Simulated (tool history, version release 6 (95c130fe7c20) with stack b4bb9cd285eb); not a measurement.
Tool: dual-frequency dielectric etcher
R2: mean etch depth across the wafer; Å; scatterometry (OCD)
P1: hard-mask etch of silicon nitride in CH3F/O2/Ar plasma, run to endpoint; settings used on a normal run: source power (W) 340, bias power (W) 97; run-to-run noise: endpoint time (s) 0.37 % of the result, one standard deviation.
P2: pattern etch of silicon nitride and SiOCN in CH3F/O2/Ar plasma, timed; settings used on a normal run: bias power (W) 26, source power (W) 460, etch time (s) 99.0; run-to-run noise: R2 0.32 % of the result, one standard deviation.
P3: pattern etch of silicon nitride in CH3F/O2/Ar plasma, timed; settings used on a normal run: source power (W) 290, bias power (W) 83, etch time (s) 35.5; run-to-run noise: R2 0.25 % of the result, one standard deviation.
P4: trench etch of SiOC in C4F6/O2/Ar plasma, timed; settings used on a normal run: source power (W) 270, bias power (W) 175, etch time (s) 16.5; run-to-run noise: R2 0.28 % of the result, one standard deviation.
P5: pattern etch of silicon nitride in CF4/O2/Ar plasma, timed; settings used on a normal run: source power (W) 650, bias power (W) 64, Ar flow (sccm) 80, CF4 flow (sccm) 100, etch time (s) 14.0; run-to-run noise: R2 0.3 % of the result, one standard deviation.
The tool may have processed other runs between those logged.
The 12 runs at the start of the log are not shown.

run 13 day=6.350 | process_that_ran=P4 source_power_(W)=190 bias_power_(W)=175 etch_time_(s)=16.5 | R2=245.37
run 14 day=6.858 | process_that_ran=P5 source_power_(W)=650 bias_power_(W)=64 etch_time_(s)=18.0 Ar_flow_(sccm)=80 CF4_flow_(sccm)=100 | R2=483.28
run 15 day=7.212 | process_that_ran=P5 source_power_(W)=420 bias_power_(W)=64 etch_time_(s)=14.0 Ar_flow_(sccm)=80 CF4_flow_(sccm)=100 | R2=256.26
run 16 day=7.825 | process_that_ran=P5 source_power_(W)=650 bias_power_(W)=64 etch_time_(s)=14.0 Ar_flow_(sccm)=80 CF4_flow_(sccm)=100 | R2=376.26
run 17 day=8.262 | process_that_ran=P4 source_power_(W)=270 bias_power_(W)=175 etch_time_(s)=16.5 | R2=281.74
run 18 day=8.721 | process_that_ran=P1 source_power_(W)=340 bias_power_(W)=97 | endpoint_time_(s)=50.211
run 19 day=9.179 | process_that_ran=P1 source_power_(W)=340 bias_power_(W)=97 | endpoint_time_(s)=50.225
run 20 day=9.825 | process_that_ran=P1 source_power_(W)=340 bias_power_(W)=57 | endpoint_time_(s)=60.861
run 21 day=10.429 | process_that_ran=P1 source_power_(W)=230 bias_power_(W)=97 | endpoint_time_(s)=58.232
-- day=10.596 wet clean of the chamber
run 22 day=11.117 | process_that_ran=P1 source_power_(W)=420 bias_power_(W)=97 | endpoint_time_(s)=46.652
run 23 day=11.450 | process_that_ran=P2 source_power_(W)=650 bias_power_(W)=26 etch_time_(s)=99.0 | R2=168.16
run 24 day=11.983 | process_that_ran=P1 source_power_(W)=340 bias_power_(W)=123 | endpoint_time_(s)=46.273
run 25 day=12.583 | process_that_ran=P1 source_power_(W)=430 bias_power_(W)=69 | endpoint_time_(s)=51.704
run 26 day=13.196 | process_that_ran=P3 source_power_(W)=290 bias_power_(W)=83 etch_time_(s)=35.5 | R2=229.62
run 27 day=13.854 | process_that_ran=P5 source_power_(W)=650 bias_power_(W)=64 etch_time_(s)=14.0 Ar_flow_(sccm)=80 CF4_flow_(sccm)=132 | R2=385.41

The next listed run, before its measurement:
run 28 day=14.283 | process_that_ran=P2 source_power_(W)=460 bias_power_(W)=21 etch_time_(s)=99.0 | R2=?

{"run 28": {"R2": 135.82}}
